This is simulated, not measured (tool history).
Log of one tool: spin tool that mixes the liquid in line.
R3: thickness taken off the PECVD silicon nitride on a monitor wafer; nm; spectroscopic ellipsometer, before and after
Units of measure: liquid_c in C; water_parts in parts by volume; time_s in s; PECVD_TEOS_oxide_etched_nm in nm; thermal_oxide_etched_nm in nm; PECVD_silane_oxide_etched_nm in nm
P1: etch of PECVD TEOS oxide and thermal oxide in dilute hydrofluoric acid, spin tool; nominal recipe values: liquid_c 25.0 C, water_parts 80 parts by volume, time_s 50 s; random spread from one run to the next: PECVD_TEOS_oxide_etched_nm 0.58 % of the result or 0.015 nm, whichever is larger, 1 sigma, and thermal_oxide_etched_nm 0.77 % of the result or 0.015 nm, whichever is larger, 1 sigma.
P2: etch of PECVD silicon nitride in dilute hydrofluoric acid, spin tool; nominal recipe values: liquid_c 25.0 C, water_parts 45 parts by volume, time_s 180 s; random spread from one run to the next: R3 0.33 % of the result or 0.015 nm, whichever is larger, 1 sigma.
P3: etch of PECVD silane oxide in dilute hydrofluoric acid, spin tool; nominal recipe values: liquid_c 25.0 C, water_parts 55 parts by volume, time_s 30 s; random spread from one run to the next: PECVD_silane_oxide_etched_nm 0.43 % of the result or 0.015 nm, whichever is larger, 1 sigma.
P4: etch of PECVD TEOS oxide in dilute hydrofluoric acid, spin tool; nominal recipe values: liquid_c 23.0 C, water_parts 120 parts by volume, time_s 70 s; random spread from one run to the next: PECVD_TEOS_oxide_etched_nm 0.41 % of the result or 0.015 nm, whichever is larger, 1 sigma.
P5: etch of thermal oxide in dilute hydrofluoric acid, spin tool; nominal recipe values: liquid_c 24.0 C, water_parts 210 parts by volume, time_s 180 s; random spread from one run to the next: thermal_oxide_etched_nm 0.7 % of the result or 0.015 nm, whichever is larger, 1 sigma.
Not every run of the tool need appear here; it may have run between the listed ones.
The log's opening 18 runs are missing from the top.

Run 19, hour 85.4: process P4, liquid_c 23.0 C, water_parts 25 parts by volume, time_s 70 s. Result: PECVD_TEOS_oxide_etched_nm 44.3290 nm.
Run 20, hour 90.2: process P1, liquid_c 25.0 C, water_parts 80 parts by volume, time_s 50 s. Result: PECVD_TEOS_oxide_etched_nm 5.7150 nm, thermal_oxide_etched_nm 3.11980 nm.
Run 21, hour 95.5: process P1, liquid_c 25.0 C, water_parts 80 parts by volume, time_s 50 s. Result: PECVD_TEOS_oxide_etched_nm 5.7575 nm, thermal_oxide_etched_nm 3.20450 nm.
Run 22, hour 102.5: process P1, liquid_c 25.0 C, water_parts 80 parts by volume, time_s 15 s. Result: PECVD_TEOS_oxide_etched_nm 1.7549 nm, thermal_oxide_etched_nm 0.94163 nm.
Run 23, hour 106.5: process P3, liquid_c 25.0 C, water_parts 55 parts by volume, time_s 30 s. Result: PECVD_silane_oxide_etched_nm 9.4554 nm.
Run 24, hour 112.7: process P1, liquid_c 29.0 C, water_parts 80 parts by volume, time_s 50 s. Result: PECVD_TEOS_oxide_etched_nm 6.6735 nm, thermal_oxide_etched_nm 3.67440 nm.
Run 25, hour 119.4: process P2, liquid_c 25.0 C, water_parts 45 parts by volume, time_s 180 s. Result: R3 8.2709 nm.
At hour 120.5: thermometer replaced.
Run 26, hour 125.3: process P3, liquid_c 29.5 C, water_parts 55 parts by volume, time_s 30 s. Result: PECVD_silane_oxide_etched_nm 11.2810 nm.
Run 27, hour 131.7: process P1, liquid_c 25.0 C, water_parts 30 parts by volume, time_s 50 s. Result: PECVD_TEOS_oxide_etched_nm 16.3730 nm, thermal_oxide_etched_nm 8.99570 nm.

What will run 28 give?
Run 28, hour 136.2: process P5, liquid_c 24.0 C, water_parts 210 parts by volume, time_s 180 s. Result: thermal_oxide_etched_nm ?.

thermal_oxide_etched_nm: 3.59270 nm

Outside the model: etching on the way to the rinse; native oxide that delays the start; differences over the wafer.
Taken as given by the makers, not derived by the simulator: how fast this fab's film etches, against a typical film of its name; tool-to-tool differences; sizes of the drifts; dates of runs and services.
